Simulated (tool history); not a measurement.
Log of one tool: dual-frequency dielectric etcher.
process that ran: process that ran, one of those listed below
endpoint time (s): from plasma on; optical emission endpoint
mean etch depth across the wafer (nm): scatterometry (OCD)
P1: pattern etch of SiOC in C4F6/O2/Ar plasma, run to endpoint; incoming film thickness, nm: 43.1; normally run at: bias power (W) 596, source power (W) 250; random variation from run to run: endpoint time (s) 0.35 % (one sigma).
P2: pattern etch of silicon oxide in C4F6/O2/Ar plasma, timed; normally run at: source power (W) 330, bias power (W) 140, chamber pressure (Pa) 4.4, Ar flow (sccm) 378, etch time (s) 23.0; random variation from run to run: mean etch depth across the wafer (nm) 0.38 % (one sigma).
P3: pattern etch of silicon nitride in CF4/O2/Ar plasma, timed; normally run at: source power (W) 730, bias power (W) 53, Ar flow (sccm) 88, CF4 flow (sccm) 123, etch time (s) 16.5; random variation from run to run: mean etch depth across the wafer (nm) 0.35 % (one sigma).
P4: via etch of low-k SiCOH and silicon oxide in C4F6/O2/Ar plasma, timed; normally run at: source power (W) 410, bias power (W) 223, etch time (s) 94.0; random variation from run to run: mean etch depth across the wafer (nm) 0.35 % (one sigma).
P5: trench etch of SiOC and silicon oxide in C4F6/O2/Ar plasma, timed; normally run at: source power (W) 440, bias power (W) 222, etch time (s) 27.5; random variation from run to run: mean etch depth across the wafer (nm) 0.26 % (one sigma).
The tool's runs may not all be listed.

| run | hour | process that ran | bias power (W) | source power (W) | Ar flow (sccm) | CF4 flow (sccm) | etch time (s) | chamber pressure (Pa) | hours since the last wet clean | hours since the last bias power generator calibration | hours since the last source power generator calibration | endpoint time (s) | mean etch depth across the wafer (nm) |
|---|---|---|---|---|---|---|---|---|---|---|---|---|---|
| 1 | 8.0 | P1 | 596 | 250 |  |  |  |  | 220.9 | 795.9 | 1316.0 | 16.004 |  |
| 2 | 15.5 | P3 | 53 | 500 | 88 | 123 | 16.5 |  | 228.4 | 803.4 | 1323.5 |  | 33.433 |
| 3 | 22.3 | P3 | 33 | 730 | 88 | 123 | 16.5 |  | 235.2 | 810.2 | 1330.3 |  | 39.660 |
| 4 | 29.3 | P2 | 140 | 330 | 378 |  | 16.0 | 4.4 | 242.2 | 817.2 | 1337.3 |  | 42.785 |
| 5 | 39.2 | P2 | 140 | 330 | 378 |  | 23.0 | 4.4 | 252.1 | 827.1 | 1347.2 |  | 60.855 |
| 6 | 47.2 | P5 | 222 | 440 |  |  | 27.5 |  | 260.1 | 835.1 | 1355.2 |  | 59.762 |
| 7 | 53.9 | P5 | 222 | 440 |  |  | 38.5 |  | 266.8 | 841.8 | 1361.9 |  | 83.763 |
| 8 | 60.5 | P3 | 53 | 730 | 52 | 123 | 16.5 |  | 273.4 | 848.4 | 1368.5 |  | 48.666 |
| 9 | 70.4 | P5 | 222 | 340 |  |  | 27.5 |  | 283.3 | 858.3 | 1378.4 |  | 53.983 |
| 10 | 79.5 | P1 | 596 | 310 |  |  |  |  | 292.4 | 867.4 | 1387.5 | 14.845 |  |
| 11 | 85.4 | P3 | 53 | 730 | 88 | 123 | 20.5 |  | 298.3 | 873.3 | 1393.4 |  | 57.876 |
| 12 | 95.7 | P1 | 472 | 250 |  |  |  |  | 308.6 | 883.6 | 1403.7 | 17.459 |  |
| 13 | 108.3 | P1 | 596 | 250 |  |  |  |  | 321.2 | 896.2 | 1416.3 | 16.016 |  |
| 14 | 115.0 | P1 | 596 | 250 |  |  |  |  | 327.9 | 902.9 | 1423.0 | 15.968 |  |
| 15 | 124.2 | P5 | 134 | 440 |  |  | 27.5 |  | 337.1 | 912.1 | 1432.2 |  | 51.257 |
| 16 | 135.9 | P2 | 197 | 330 | 378 |  | 23.0 | 4.4 | 348.8 | 923.8 | 1443.9 |  | 68.005 |
| 17 | 144.9 | P3 | 53 | 730 | 88 | 123 | 16.5 |  | 357.8 | 932.8 | 1452.9 |  | 46.922 |
| 18 | 151.2 | P1 | 596 | 250 |  |  |  |  | 364.1 | 939.1 | 1459.2 | 16.017 |  |
| 19 | 163.9 | P2 | 140 | 330 | 378 |  | 23.0 | 5.3 | 376.8 | 951.8 | 1471.9 |  | 59.389 |
| 20 | 171.7 | P3 | 53 | 730 | 88 | 84 | 16.5 |  | 384.6 | 959.6 | 1479.7 |  | 44.440 |
| 21 | 180.0 | P4 | 223 | 540 |  |  | 94.0 |  | 392.9 | 967.9 | 1488.0 |  | 307.030 |
|  | 181.8 | bias power generator calibrated |
| 22 | 189.5 | P1 | 817 | 250 |  |  |  |  | 402.4 | 7.8 | 1497.5 | 14.001 |  |
| 23 | 195.6 | P1 | 596 | 250 |  |  |  |  | 408.5 | 13.9 | 1503.6 | 15.959 |  |
| 24 | 201.8 | P4 | 290 | 410 |  |  | 94.0 |  | 414.7 | 20.1 | 1509.8 |  | 300.710 |
| 25 | 208.8 | P4 | 223 | 410 |  |  | 94.0 |  | 421.7 | 27.1 | 1516.8 |  | 273.170 |
| 26 | 219.7 | P4 | 223 | 410 |  |  | 94.0 |  | 432.6 | 38.0 | 1527.7 |  | 276.980 |
| 27 | 227.4 | P4 | 223 | 410 |  |  | 135.5 |  | 440.3 | 45.7 | 1535.4 |  | 398.370 |
| 28 | 237.6 | P1 | 370 | 200 |  |  |  |  | 450.5 | 55.9 | 1545.6 | 20.826 |  |
| 29 | 249.0 | P2 | 140 | 420 | 378 |  | 23.0 | 4.4 | 461.9 | 67.3 | 1557.0 |  | 66.587 |
| 30 | 260.5 | P2 | 140 | 330 | 229 |  | 23.0 | 4.4 | 473.4 | 78.8 | 1568.5 |  | 63.900 |
| 31 | 266.8 | P1 | 596 | 200 |  |  |  |  | 479.7 | 85.1 | 1574.8 | 17.327 |  |
| 32 | 272.3 | P5 | 222 | 440 |  |  | 27.5 |  | 485.2 | 90.6 | 1580.3 |  | 60.026 |
| 33 | 284.5 | P1 | 596 | 250 |  |  |  |  | 497.4 | 102.8 | 1592.5 | 15.935 |  |
| 34 | 291.4 | P1 | 596 | 250 |  |  |  |  | 504.3 | 109.7 | 1599.4 | 15.959 |  |
| 35 | 302.9 | P1 | 596 | 250 |  |  |  |  | 515.8 | 121.2 | 1610.9 | 16.154 |  |
| 36 | 315.1 | P1 | 596 | 250 |  |  |  |  | 528.0 | 133.4 | 1623.1 | 16.138 |  |
| 37 | 322.3 | P1 | 596 | 250 |  |  |  |  | 535.2 | 140.6 | 1630.3 | 16.250 |  |
| 38 | 330.7 | P1 | 596 | 250 |  |  |  |  | 543.6 | 149.0 | 1638.7 | 16.290 |  |
|  | 331.4 | wet clean of the chamber |
| 39 | 340.6 | P1 | 596 | 250 |  |  |  |  | 9.3 | 158.9 | 1648.6 | 16.192 |  |
| 40 | 349.8 | P1 | 596 | 250 |  |  |  |  | 18.5 | 168.1 | 1657.8 | 16.318 |  |
| 41 | 358.7 | P1 | 596 | 250 |  |  |  |  | 27.4 | 177.0 | 1666.7 | 16.339 |  |
| 42 | 366.9 | P1 | 596 | 250 |  |  |  |  | 35.6 | 185.2 | 1674.9 | 16.250 |  |
| 43 | 376.5 | P1 | 596 | 250 |  |  |  |  | 45.2 | 194.8 | 1684.5 | 16.223 |  |
| 44 | 383.3 | P1 | 596 | 250 |  |  |  |  | 52.0 | 201.6 | 1691.3 | 16.157 |  |

What P1 gives has crept away from where it was. These 2 causes fit the log equally well, each at the size given:
A: source power that arrives under what is set, % = 4.65
B: bias power that arrives under what is set, % = 4.34
The creep began at about hour 284.5.
Why every other cause is out:
chamber walls in a state that lowers the etch rate, %: serviced at hour 331.4, which brought nothing back

4 check runs are offered, one wafer each, their results left as question marks. Which one tells the causes apart?
| check 1 | 390.1 | P5 | 222 | 440 |  |  | 38.0 |  |  |  |  |  | ? |
| check 2 | 390.1 | P2 | 140 | 380 | 378 |  | 23.0 | 4.4 |  |  |  |  | ? |
| check 3 | 390.1 | P4 | 265 | 410 |  |  | 123.0 |  |  |  |  |  | ? |
| check 4 | 390.1 | P3 | 35 | 730 | 88 | 123 | 16.5 |  |  |  |  |  | ? |

What each check would give under each cause:
| check | result | if A | if B |
|---|---|---|---|
| check 1 | mean etch depth across the wafer (nm) | 81.191 | 81.502 |
| check 2 | mean etch depth across the wafer (nm) | 63.212 | 63.567 |
| check 3 | mean etch depth across the wafer (nm) | 375.690 | 376.850 |
| check 4 | mean etch depth across the wafer (nm) | 38.906 | 40.024 |
How far apart the two closest causes lie, in the result that separates them most: check 1 0.38 %; check 2 0.56 %; check 3 0.31 %; check 4 2.83 %
Check 4 tells the causes apart: in the others they would give nearly the same result.

Check 4 was then run and gave: mean etch depth across the wafer (nm) 38.690. Which cause is it?

It is A: source power that arrives under what is set, %.

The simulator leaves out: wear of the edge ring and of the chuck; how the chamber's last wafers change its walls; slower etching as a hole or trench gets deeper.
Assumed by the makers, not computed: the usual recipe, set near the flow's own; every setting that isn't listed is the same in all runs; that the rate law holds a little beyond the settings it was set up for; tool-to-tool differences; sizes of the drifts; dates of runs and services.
